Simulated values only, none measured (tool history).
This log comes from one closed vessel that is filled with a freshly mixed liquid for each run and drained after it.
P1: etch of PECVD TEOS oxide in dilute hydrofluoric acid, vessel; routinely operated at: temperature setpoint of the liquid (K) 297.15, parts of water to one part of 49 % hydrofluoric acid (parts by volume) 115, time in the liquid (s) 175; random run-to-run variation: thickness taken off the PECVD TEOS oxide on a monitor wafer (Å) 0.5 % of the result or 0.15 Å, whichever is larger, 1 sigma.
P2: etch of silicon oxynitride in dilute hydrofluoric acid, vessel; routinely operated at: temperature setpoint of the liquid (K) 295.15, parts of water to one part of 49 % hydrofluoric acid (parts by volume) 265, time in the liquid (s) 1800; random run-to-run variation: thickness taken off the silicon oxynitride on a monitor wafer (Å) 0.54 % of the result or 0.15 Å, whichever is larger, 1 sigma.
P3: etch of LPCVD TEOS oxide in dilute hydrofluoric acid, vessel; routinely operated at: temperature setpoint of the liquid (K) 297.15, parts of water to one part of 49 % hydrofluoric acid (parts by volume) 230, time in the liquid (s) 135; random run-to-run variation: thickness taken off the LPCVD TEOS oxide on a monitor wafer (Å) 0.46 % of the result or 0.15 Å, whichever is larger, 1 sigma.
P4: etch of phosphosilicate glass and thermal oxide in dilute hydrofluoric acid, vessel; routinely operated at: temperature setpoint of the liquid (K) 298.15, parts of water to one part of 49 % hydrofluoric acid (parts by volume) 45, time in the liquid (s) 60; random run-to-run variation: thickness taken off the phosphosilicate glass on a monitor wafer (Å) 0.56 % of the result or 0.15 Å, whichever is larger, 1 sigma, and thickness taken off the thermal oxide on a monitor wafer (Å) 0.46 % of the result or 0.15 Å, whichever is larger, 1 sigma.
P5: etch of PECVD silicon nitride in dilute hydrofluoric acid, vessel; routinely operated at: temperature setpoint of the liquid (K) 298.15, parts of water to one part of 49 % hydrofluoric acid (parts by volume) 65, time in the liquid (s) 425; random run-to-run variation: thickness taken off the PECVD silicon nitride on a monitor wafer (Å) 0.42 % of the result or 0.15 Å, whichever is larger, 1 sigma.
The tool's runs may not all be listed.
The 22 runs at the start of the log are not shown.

run    day  process that ran  temperature setpoint of the liquid (K)  parts of water to one part of 49 % hydrofluoric acid (parts by volume)  time in the liquid (s)  hours since the thermometer was replaced  hours since the hydrofluoric acid flow meter was replaced  thickness taken off the PECVD TEOS oxide on a monitor wafer (Å)  thickness taken off the silicon oxynitride on a monitor wafer (Å)  thickness taken off the phosphosilicate glass on a monitor wafer (Å)  thickness taken off the thermal oxide on a monitor wafer (Å)  thickness taken off the PECVD silicon nitride on a monitor wafer (Å)  thickness taken off the LPCVD TEOS oxide on a monitor wafer (Å)
 23  6.767                P3                                  297.15                                                                     230                     260                                    1306.3                                                       51.2                                                                                                                                                                                                                                                                                                                                                                                                        347.930
 24  7.154                P1                                  305.15                                                                     115                     175                                    1315.6                                                       60.5                                                          342.400
 25  7.346                P4                                  298.15                                                                      45                      60                                    1320.2                                                       65.1                                                                                                                                                                                                    1518.7                                                        67.510
 26  7.721                P4                                  298.15                                                                      45                      60                                    1329.2                                                       74.1                                                                                                                                                                                                    1507.4                                                        67.372
 27  8.079                P4                                  304.15                                                                      45                      60                                    1337.8                                                       82.7                                                                                                                                                                                                    1918.6                                                        86.025
 28  8.442                P2                                  295.15                                                                     140                    1800                                    1346.5                                                       91.4                                                                                                                             167.130
 29  8.812                P4                                  298.15                                                                      20                      60                                    1355.4                                                      100.3                                                                                                                                                                                                    3533.5                                                       157.190
 30  9.088                P1                                  297.15                                                                     115                     175                                    1362.0                                                      106.9                                                          251.840
 31  9.454                P1                                  297.15                                                                     115                     175                                    1370.8                                                      115.7                                                          242.810
 32  9.808                P1                                  297.15                                                                     115                     175                                    1379.3                                                      124.2                                                          239.940
 33  9.983                P1                                  297.15                                                                     115                     175                                    1383.5                                                      128.4                                                          238.750

What does the tool deliver on the next run?
 34  10.204                P1                                  297.15                                                                     115                     175                                    1388.8                                                      133.7                                                                ?

{"run 34": {"thickness taken off the PECVD TEOS oxide on a monitor wafer (Å)": 237.27}}
